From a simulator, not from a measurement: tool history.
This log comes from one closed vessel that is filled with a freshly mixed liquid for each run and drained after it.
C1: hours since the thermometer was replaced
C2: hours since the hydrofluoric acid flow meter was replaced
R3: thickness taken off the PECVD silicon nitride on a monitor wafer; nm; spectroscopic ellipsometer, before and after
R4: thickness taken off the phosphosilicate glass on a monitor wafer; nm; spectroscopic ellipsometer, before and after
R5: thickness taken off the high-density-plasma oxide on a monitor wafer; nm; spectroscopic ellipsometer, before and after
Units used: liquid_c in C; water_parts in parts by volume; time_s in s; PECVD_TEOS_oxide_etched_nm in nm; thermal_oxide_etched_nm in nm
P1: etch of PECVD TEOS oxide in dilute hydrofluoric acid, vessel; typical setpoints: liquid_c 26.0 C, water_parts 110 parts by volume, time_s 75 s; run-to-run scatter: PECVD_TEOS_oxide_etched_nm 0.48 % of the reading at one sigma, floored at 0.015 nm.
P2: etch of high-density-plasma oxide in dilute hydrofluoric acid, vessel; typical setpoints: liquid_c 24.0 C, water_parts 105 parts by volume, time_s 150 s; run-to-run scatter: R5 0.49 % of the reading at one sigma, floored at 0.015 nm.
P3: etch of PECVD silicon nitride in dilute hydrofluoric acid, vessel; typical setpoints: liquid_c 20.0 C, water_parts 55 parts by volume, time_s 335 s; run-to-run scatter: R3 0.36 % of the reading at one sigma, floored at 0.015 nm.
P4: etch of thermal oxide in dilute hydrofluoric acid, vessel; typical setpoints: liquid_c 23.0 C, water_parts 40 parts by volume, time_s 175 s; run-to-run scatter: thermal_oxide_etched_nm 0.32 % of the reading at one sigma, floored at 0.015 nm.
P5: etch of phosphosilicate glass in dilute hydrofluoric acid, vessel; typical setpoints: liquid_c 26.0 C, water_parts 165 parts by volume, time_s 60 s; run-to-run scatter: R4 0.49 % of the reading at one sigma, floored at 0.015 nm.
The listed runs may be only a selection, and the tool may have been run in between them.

run 1 hour=11.2 | process=P1 liquid_c=26.0 water_parts=110 time_s=75 | C1=807.0 C2=859.6 | PECVD_TEOS_oxide_etched_nm=10.4070
run 2 hour=24.7 | process=P4 liquid_c=23.0 water_parts=40 time_s=175 | C1=820.5 C2=873.1 | thermal_oxide_etched_nm=23.111
run 3 hour=32.7 | process=P1 liquid_c=26.0 water_parts=110 time_s=75 | C1=828.5 C2=881.1 | PECVD_TEOS_oxide_etched_nm=10.4180
run 4 hour=47.8 | process=P3 liquid_c=20.0 water_parts=35 time_s=335 | C1=843.6 C2=896.2 | R3=23.3890
run 5 hour=65.0 | process=P5 liquid_c=26.0 water_parts=165 time_s=60 | C1=860.8 C2=913.4 | R4=27.602
run 6 hour=82.0 | process=P5 liquid_c=26.0 water_parts=75 time_s=60 | C1=877.8 C2=930.4 | R4=68.268
run 7 hour=93.6 | process=P4 liquid_c=29.0 water_parts=40 time_s=175 | C1=889.4 C2=942.0 | thermal_oxide_etched_nm=29.623
run 8 hour=102.8 | process=P2 liquid_c=24.0 water_parts=55 time_s=150 | C1=898.6 C2=951.2 | R5=15.4880
run 9 hour=118.9 | process=P4 liquid_c=23.0 water_parts=70 time_s=175 | C1=914.7 C2=967.3 | thermal_oxide_etched_nm=12.748
run 10 hour=129.8 | process=P5 liquid_c=34.0 water_parts=165 time_s=60 | C1=925.6 C2=978.2 | R4=36.766
run 11 hour=144.5 | process=P4 liquid_c=23.0 water_parts=40 time_s=290 | C1=940.3 C2=992.9 | thermal_oxide_etched_nm=38.409
run 12 hour=157.7 | process=P1 liquid_c=26.0 water_parts=110 time_s=75 | C1=953.5 C2=1006.1 | PECVD_TEOS_oxide_etched_nm=10.4480
run 13 hour=168.1 | process=P3 liquid_c=27.0 water_parts=55 time_s=335 | C1=963.9 C2=1016.5 | R3=24.2300
run 14 hour=179.1 | process=P1 liquid_c=26.0 water_parts=110 time_s=135 | C1=974.9 C2=1027.5 | PECVD_TEOS_oxide_etched_nm=18.7030
run 15 hour=194.0 | process=P1 liquid_c=26.0 water_parts=190 time_s=145 | C1=989.8 C2=1042.4 | PECVD_TEOS_oxide_etched_nm=10.6410
run 16 hour=207.0 | process=P1 liquid_c=32.5 water_parts=110 time_s=75 | C1=1002.8 C2=1055.4 | PECVD_TEOS_oxide_etched_nm=13.3470
run 17 hour=216.0 | process=P1 liquid_c=26.0 water_parts=165 time_s=75 | C1=1011.8 C2=1064.4 | PECVD_TEOS_oxide_etched_nm=6.4895
run 18 hour=229.4 | process=P5 liquid_c=26.0 water_parts=165 time_s=60 | C1=1025.2 C2=1077.8 | R4=27.855
run 19 hour=237.1 | process=P2 liquid_c=24.0 water_parts=105 time_s=270 | C1=1032.9 C2=1085.5 | R5=13.7380
run 20 hour=246.7 | process=P1 liquid_c=26.0 water_parts=175 time_s=30 | C1=1042.5 C2=1095.1 | PECVD_TEOS_oxide_etched_nm=2.3772
run 21 hour=255.9 | process=P1 liquid_c=26.0 water_parts=110 time_s=75 | C1=1051.7 C2=1104.3 | PECVD_TEOS_oxide_etched_nm=10.3600
run 22 hour=263.6 | process=P1 liquid_c=21.5 water_parts=110 time_s=75 | C1=1059.4 C2=1112.0 | PECVD_TEOS_oxide_etched_nm=8.7383
run 23 hour=279.3 | process=P3 liquid_c=20.0 water_parts=55 time_s=30 | C1=1075.1 C2=1127.7 | R3=1.3221
run 24 hour=296.3 | process=P1 liquid_c=26.0 water_parts=110 time_s=30 | C1=1092.1 C2=1144.7 | PECVD_TEOS_oxide_etched_nm=4.1901
run 25 hour=306.6 | process=P1 liquid_c=26.0 water_parts=70 time_s=75 | C1=1102.4 C2=1155.0 | PECVD_TEOS_oxide_etched_nm=17.3010
run 26 hour=318.0 | process=P3 liquid_c=20.0 water_parts=55 time_s=335 | C1=1113.8 C2=1166.4 | R3=15.1220

Run 27, settings as shown, results not yet in. Your forecast:
run 27 hour=328.8 | process=P2 liquid_c=24.0 water_parts=105 time_s=150 | C1=1124.6 C2=1177.2 | R5=?

R5: 7.6851 nm

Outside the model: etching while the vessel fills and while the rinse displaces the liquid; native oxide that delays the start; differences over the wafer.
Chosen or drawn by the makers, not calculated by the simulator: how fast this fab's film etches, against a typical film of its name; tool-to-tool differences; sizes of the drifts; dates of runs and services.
